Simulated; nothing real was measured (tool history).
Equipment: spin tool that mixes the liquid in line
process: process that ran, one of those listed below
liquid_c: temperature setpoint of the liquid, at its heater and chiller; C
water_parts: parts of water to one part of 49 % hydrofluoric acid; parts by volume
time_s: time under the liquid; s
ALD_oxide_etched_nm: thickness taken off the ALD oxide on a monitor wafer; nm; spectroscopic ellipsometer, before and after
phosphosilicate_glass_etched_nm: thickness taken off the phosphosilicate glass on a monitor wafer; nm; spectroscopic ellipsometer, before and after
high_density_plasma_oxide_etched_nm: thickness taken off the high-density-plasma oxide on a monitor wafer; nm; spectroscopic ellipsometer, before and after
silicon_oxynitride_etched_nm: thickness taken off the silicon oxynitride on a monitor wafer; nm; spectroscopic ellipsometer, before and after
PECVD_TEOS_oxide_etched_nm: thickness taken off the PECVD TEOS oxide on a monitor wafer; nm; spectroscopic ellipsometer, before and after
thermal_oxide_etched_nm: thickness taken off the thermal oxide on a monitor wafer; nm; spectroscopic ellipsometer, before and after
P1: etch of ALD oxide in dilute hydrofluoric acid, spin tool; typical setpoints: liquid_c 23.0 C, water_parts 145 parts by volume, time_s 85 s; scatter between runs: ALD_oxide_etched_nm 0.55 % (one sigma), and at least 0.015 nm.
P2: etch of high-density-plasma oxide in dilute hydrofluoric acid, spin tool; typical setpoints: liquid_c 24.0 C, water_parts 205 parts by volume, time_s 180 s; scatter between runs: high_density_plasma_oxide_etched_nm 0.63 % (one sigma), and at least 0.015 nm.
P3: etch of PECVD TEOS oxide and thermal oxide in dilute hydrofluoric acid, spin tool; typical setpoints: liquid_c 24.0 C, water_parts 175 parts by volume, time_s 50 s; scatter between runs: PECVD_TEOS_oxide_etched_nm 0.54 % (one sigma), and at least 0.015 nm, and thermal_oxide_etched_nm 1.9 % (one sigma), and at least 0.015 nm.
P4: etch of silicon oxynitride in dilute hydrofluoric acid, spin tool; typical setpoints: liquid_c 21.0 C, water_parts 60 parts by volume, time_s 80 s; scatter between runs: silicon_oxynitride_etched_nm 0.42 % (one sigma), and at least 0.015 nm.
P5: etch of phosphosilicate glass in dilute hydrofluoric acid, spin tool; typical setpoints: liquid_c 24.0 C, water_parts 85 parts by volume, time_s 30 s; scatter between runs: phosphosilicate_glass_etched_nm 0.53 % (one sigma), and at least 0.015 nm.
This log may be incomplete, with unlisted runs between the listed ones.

run,day,process,liquid_c,water_parts,time_s,hours since the thermometer was replaced,hours since the hydrofluoric acid flow meter was replaced,ALD_oxide_etched_nm,phosphosilicate_glass_etched_nm,high_density_plasma_oxide_etched_nm,silicon_oxynitride_etched_nm,PECVD_TEOS_oxide_etched_nm,thermal_oxide_etched_nm
1,0.358,P1,23.0,145,85,494.5,1152.8,7.4667,,,,,
2,0.571,P1,28.5,145,85,499.6,1157.9,9.2353,,,,,
3,0.929,P5,24.0,85,30,508.2,1166.5,,30.611,,,,
4,1.158,P2,31.5,205,180,513.7,1172.0,,,6.5620,,,
5,1.488,P2,24.0,205,180,521.6,1179.9,,,4.9726,,,
6,1.879,P1,23.0,260,85,531.0,1189.3,3.7177,,,,,
7,2.217,P2,24.0,305,180,539.1,1197.4,,,3.0335,,,
8,2.612,P4,21.0,60,80,548.6,1206.9,,,,5.7013,,
9,2.896,P1,23.0,145,145,555.4,1213.7,12.9120,,,,,
10,3.188,P1,23.0,190,30,562.4,1220.7,1.9221,,,,,
11,3.608,P1,23.0,145,85,572.5,1230.8,7.6018,,,,,
12,3.854,P1,23.0,80,85,578.4,1236.7,14.8510,,,,,
13,4.217,P4,21.0,60,80,587.1,1245.4,,,,5.6907,,
14,4.521,P5,24.0,145,30,594.4,1252.7,,16.799,,,,
15,4.788,P3,24.0,175,50,600.8,1259.1,,,,,4.5207,1.15350
16,5.062,P3,24.0,245,50,607.4,1265.7,,,,,2.9943,0.77842
17,5.383,P4,21.0,20,80,615.1,1273.4,,,,17.4600,,
18,5.725,P3,24.0,175,50,623.3,1281.6,,,,,4.5928,1.23330
19,5.929,P1,23.0,145,85,628.2,1286.5,7.5274,,,,,
20,6.325,P2,24.0,205,315,637.7,1296.0,,,8.6678,,,
21,6.596,P1,23.0,145,15,644.2,1302.5,1.3244,,,,,
22,6.871,P5,24.0,85,15,650.8,1309.1,,15.486,,,,
23,7.279,P3,24.0,175,85,660.6,1318.9,,,,,7.7481,1.96510
24,7.696,P5,17.0,85,30,670.6,1328.9,,23.286,,,,
25,7.979,P4,21.0,60,155,677.4,1335.7,,,,10.9700,,
26,8.371,P1,19.0,145,85,686.8,1345.1,6.4986,,,,,
27,8.608,P1,23.0,145,85,692.5,1350.8,7.5783,,,,,
28,8.812,P3,17.0,175,50,697.4,1355.7,,,,,3.4613,0.90164
29,9.242,P1,27.5,75,85,707.7,1366.0,19.2130,,,,,
30,9.450,P2,24.0,205,180,712.7,1371.0,,,4.9948,,,
31,9.754,P1,23.0,145,85,720.0,1378.3,7.6766,,,,,
32,10.125,P4,17.0,60,80,728.9,1387.2,,,,4.6613,,
33,10.379,P1,23.0,145,85,735.0,1393.3,7.5381,,,,,
34,10.683,P1,23.0,145,85,742.3,1400.6,7.2755,,,,,
35,10.912,P1,23.0,145,85,747.8,1406.1,7.0948,,,,,
36,11.188,P1,23.0,145,85,754.4,1412.7,7.0977,,,,,
37,11.517,P1,23.0,145,85,762.3,1420.6,6.9923,,,,,
38,11.767,P1,23.0,145,85,768.3,1426.6,6.8989,,,,,
39,12.108,P1,23.0,145,85,776.5,1434.8,6.8969,,,,,

Predict the results of run 40:
40,12.383,P1,23.0,145,85,783.1,1441.4,?,,,,,

Logged for run 40: ALD_oxide_etched_nm 6.9192 nm.
